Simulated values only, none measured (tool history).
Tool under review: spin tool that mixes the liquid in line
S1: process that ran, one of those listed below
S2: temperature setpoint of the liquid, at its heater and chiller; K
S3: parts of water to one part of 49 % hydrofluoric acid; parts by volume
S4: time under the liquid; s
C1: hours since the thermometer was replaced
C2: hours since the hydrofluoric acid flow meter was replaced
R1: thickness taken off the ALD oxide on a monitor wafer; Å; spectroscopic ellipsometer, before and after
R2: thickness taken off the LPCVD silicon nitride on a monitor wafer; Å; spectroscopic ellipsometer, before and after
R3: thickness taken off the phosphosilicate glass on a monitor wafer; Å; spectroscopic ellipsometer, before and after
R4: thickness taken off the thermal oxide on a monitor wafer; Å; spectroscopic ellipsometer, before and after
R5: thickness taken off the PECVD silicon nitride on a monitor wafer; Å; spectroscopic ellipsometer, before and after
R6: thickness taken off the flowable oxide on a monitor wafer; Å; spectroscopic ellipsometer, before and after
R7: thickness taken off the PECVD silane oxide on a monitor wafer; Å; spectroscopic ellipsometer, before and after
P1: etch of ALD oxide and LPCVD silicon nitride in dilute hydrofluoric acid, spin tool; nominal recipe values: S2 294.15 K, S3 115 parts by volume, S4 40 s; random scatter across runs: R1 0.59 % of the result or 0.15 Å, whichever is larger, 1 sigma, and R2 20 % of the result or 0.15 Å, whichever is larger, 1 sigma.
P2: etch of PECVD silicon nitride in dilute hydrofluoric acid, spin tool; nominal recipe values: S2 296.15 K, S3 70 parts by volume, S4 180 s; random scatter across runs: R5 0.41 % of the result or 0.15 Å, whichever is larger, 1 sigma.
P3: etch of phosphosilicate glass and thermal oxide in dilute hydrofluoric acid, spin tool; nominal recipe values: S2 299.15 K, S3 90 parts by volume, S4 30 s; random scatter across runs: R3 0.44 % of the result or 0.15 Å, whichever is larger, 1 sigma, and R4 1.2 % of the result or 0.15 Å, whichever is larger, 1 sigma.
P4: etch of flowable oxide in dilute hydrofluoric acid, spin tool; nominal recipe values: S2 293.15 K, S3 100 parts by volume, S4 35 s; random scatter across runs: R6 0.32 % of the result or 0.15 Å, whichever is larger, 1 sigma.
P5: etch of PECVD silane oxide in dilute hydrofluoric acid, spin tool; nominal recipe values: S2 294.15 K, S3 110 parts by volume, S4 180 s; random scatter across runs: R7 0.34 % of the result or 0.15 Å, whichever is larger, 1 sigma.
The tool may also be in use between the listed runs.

Run 1, day 0.225: S1 P1, S2 294.15 K, S3 115 parts by volume, S4 40 s; C1 450.6; C2 258.5. Result: R1 50.4600 Å, R2 1.36860 Å.
Run 2, day 0.629: S1 P1, S2 294.15 K, S3 115 parts by volume, S4 40 s; C1 460.3; C2 268.2. Result: R1 50.4730 Å, R2 1.11070 Å.
Run 3, day 1.025: S1 P1, S2 294.15 K, S3 115 parts by volume, S4 40 s; C1 469.8; C2 277.7. Result: R1 50.0440 Å, R2 1.58790 Å.
Run 4, day 1.417: S1 P3, S2 299.15 K, S3 90 parts by volume, S4 30 s; C1 479.2; C2 287.1. Result: R3 462.89 Å, R4 17.1560 Å.
Run 5, day 1.608: S1 P2, S2 290.15 K, S3 70 parts by volume, S4 180 s; C1 483.8; C2 291.7. Result: R5 37.3900 Å.
Run 6, day 1.988: S1 P1, S2 294.15 K, S3 200 parts by volume, S4 15 s; C1 492.9; C2 300.8. Result: R1 9.6914 Å, R2 0.24971 Å.
Run 7, day 2.188: S1 P2, S2 296.15 K, S3 105 parts by volume, S4 180 s; C1 497.7; C2 305.6. Result: R5 37.5740 Å.
Run 8, day 2.521: S1 P1, S2 294.15 K, S3 115 parts by volume, S4 40 s; C1 505.7; C2 313.6. Result: R1 50.7750 Å, R2 1.36470 Å.
Run 9, day 2.783: S1 P3, S2 305.15 K, S3 90 parts by volume, S4 30 s; C1 512.0; C2 319.9. Result: R3 583.74 Å, R4 21.2490 Å.
Run 10, day 3.133: S1 P2, S2 296.15 K, S3 70 parts by volume, S4 15 s; C1 520.4; C2 328.3. Result: R5 4.9357 Å.
Run 11, day 3.325: S1 P1, S2 298.65 K, S3 195 parts by volume, S4 40 s; C1 525.0; C2 332.9. Result: R1 32.3530 Å, R2 1.23100 Å.
Run 12, day 3.704: S1 P4, S2 293.15 K, S3 100 parts by volume, S4 65 s; C1 534.1; C2 342.0. Result: R6 257.330 Å.
Run 13, day 4.096: S1 P3, S2 299.15 K, S3 90 parts by volume, S4 30 s; C1 543.5; C2 351.4. Result: R3 464.84 Å, R4 17.0510 Å.
Run 14, day 4.283: S1 P1, S2 294.15 K, S3 70 parts by volume, S4 40 s; C1 548.0; C2 355.9. Result: R1 86.1840 Å, R2 2.22550 Å.
Run 15, day 4.579: S1 P1, S2 290.15 K, S3 115 parts by volume, S4 40 s; C1 555.1; C2 363.0. Result: R1 42.7620 Å, R2 1.06820 Å.
Run 16, day 4.996: S1 P2, S2 296.15 K, S3 70 parts by volume, S4 180 s; C1 565.1; C2 373.0. Result: R5 56.7490 Å.
Run 17, day 5.317: S1 P5, S2 290.15 K, S3 110 parts by volume, S4 180 s; C1 572.8; C2 380.7. Result: R7 330.200 Å.
Run 18, day 5.500: S1 P1, S2 294.15 K, S3 115 parts by volume, S4 80 s; C1 577.2; C2 385.1. Result: R1 100.4600 Å, R2 2.30510 Å.
Run 19, day 5.867: S1 P1, S2 298.65 K, S3 115 parts by volume, S4 40 s; C1 586.0; C2 393.9. Result: R1 59.8680 Å, R2 2.13830 Å.
Run 20, day 6.108: S1 P5, S2 294.15 K, S3 110 parts by volume, S4 25 s; C1 591.8; C2 399.7. Result: R7 54.281 Å.
Run 21, day 6.396: S1 P4, S2 290.15 K, S3 100 parts by volume, S4 35 s; C1 598.7; C2 406.6. Result: R6 121.810 Å.
Run 22, day 6.700: S1 P5, S2 294.15 K, S3 155 parts by volume, S4 180 s; C1 606.0; C2 413.9. Result: R7 263.690 Å.
Run 23, day 6.962: S1 P1, S2 294.15 K, S3 115 parts by volume, S4 40 s; C1 612.3; C2 420.2. Result: R1 50.0820 Å, R2 1.85030 Å.
Run 24, day 7.350: S1 P1, S2 294.15 K, S3 175 parts by volume, S4 65 s; C1 621.6; C2 429.5. Result: R1 50.1160 Å, R2 1.50720 Å.
Run 25, day 7.621: S1 P4, S2 293.15 K, S3 145 parts by volume, S4 35 s; C1 628.1; C2 436.0. Result: R6 90.287 Å.
Run 26, day 8.025: S1 P4, S2 293.15 K, S3 100 parts by volume, S4 35 s; C1 637.8; C2 445.7. Result: R6 137.350 Å.
Run 27, day 8.425: S1 P2, S2 296.15 K, S3 70 parts by volume, S4 180 s; C1 647.4; C2 455.3. Result: R5 56.1050 Å.
Run 28, day 8.617: S1 P1, S2 294.15 K, S3 115 parts by volume, S4 15 s; C1 652.0; C2 459.9. Result: R1 19.0530 Å, R2 0.39355 Å.
Run 29, day 8.983: S1 P5, S2 294.15 K, S3 110 parts by volume, S4 180 s; C1 660.8; C2 468.7. Result: R7 389.000 Å.
Run 30, day 9.262: S1 P4, S2 293.15 K, S3 100 parts by volume, S4 35 s; C1 667.5; C2 475.4. Result: R6 137.060 Å.
Run 31, day 9.529: S1 P3, S2 299.15 K, S3 90 parts by volume, S4 15 s; C1 673.9; C2 481.8. Result: R3 231.72 Å, R4 8.6787 Å.
Run 32, day 9.912: S1 P1, S2 294.15 K, S3 215 parts by volume, S4 40 s; C1 683.1; C2 491.0. Result: R1 23.7190 Å, R2 0.86647 Å.
Run 33, day 10.242: S1 P3, S2 299.15 K, S3 40 parts by volume, S4 30 s; C1 691.0; C2 498.9. Result: R3 1114.40 Å, R4 42.2880 Å.
Run 34, day 10.533: S1 P1, S2 294.15 K, S3 115 parts by volume, S4 40 s; C1 698.0; C2 505.9. Result: R1 50.4210 Å, R2 1.23630 Å.
Run 35, day 10.938: S1 P1, S2 294.15 K, S3 115 parts by volume, S4 40 s; C1 707.7; C2 515.6. Result: R1 48.1640 Å, R2 1.54570 Å.
Run 36, day 11.229: S1 P1, S2 294.15 K, S3 115 parts by volume, S4 40 s; C1 714.7; C2 522.6. Result: R1 47.4790 Å, R2 1.43840 Å.
Run 37, day 11.604: S1 P1, S2 294.15 K, S3 115 parts by volume, S4 40 s; C1 723.7; C2 531.6. Result: R1 47.0580 Å, R2 1.13650 Å.
Run 38, day 11.933: S1 P1, S2 294.15 K, S3 115 parts by volume, S4 40 s; C1 731.6; C2 539.5. Result: R1 46.6030 Å, R2 1.48040 Å.
Run 39, day 12.300: S1 P1, S2 294.15 K, S3 115 parts by volume, S4 40 s; C1 740.4; C2 548.3. Result: R1 46.4670 Å, R2 1.04650 Å.
Run 40, day 12.633: S1 P1, S2 294.15 K, S3 115 parts by volume, S4 40 s; C1 748.4; C2 556.3. Result: R1 45.4500 Å, R2 0.93684 Å.
Run 41, day 12.988: S1 P1, S2 294.15 K, S3 115 parts by volume, S4 40 s; C1 756.9; C2 564.8. Result: R1 46.3510 Å, R2 1.32210 Å.
Run 42, day 13.292: S1 P1, S2 294.15 K, S3 115 parts by volume, S4 40 s; C1 764.2; C2 572.1. Result: R1 45.8440 Å, R2 1.30330 Å.
Run 43, day 13.662: S1 P1, S2 294.15 K, S3 115 parts by volume, S4 40 s; C1 773.1; C2 581.0. Result: R1 45.9980 Å, R2 0.82086 Å.

Compared with where it was, what P1 gives has crept away. Each cause listed below fits the log as well as the rest, at the size given for it:
A: liquid colder than its thermometer reads (K) = 2.21
B: hydrofluoric acid flow below the setpoint (%) = 7.61
The drift started at roughly day 10.533.

Below are 4 check runs, each on a single wafer, with their results shown as question marks. Which of them would tell the listed causes apart, meaning the causes would give clearly different results under it?
Run check 1, day 14.033: S1 P5, S2 294.15 K, S3 110 parts by volume, S4 180 s. Result: R7 ?.
Run check 2, day 14.033: S1 P4, S2 293.15 K, S3 100 parts by volume, S4 35 s. Result: R6 ?.
Run check 3, day 14.033: S1 P3, S2 299.15 K, S3 90 parts by volume, S4 30 s. Result: R3 ?, R4 ?.
Run check 4, day 14.033: S1 P2, S2 296.15 K, S3 70 parts by volume, S4 180 s. Result: R5 ?.

What every check run would give for each of its results, assuming each possible cause in turn:
  check  result     if A     if B
check 1      R7  356.360  356.710
check 2      R6  125.870  126.290
check 3      R3   424.34   423.81
check 3      R4  15.7530  15.7330
check 4      R5  48.6580  52.3050
Distance between the nearest two causes, measured in the result of the check that separates them most: check 1 0.1 %; check 2 0.33 %; check 3 0.13 %; check 4 7.23 %
Check 4 is the one run that separates the causes; every other check would come out nearly the same whichever cause is at work.

Running check 4 produced the following: R5 48.8550 Å. Which one of the listed causes fits?

It is A: liquid colder than its thermometer reads (K).
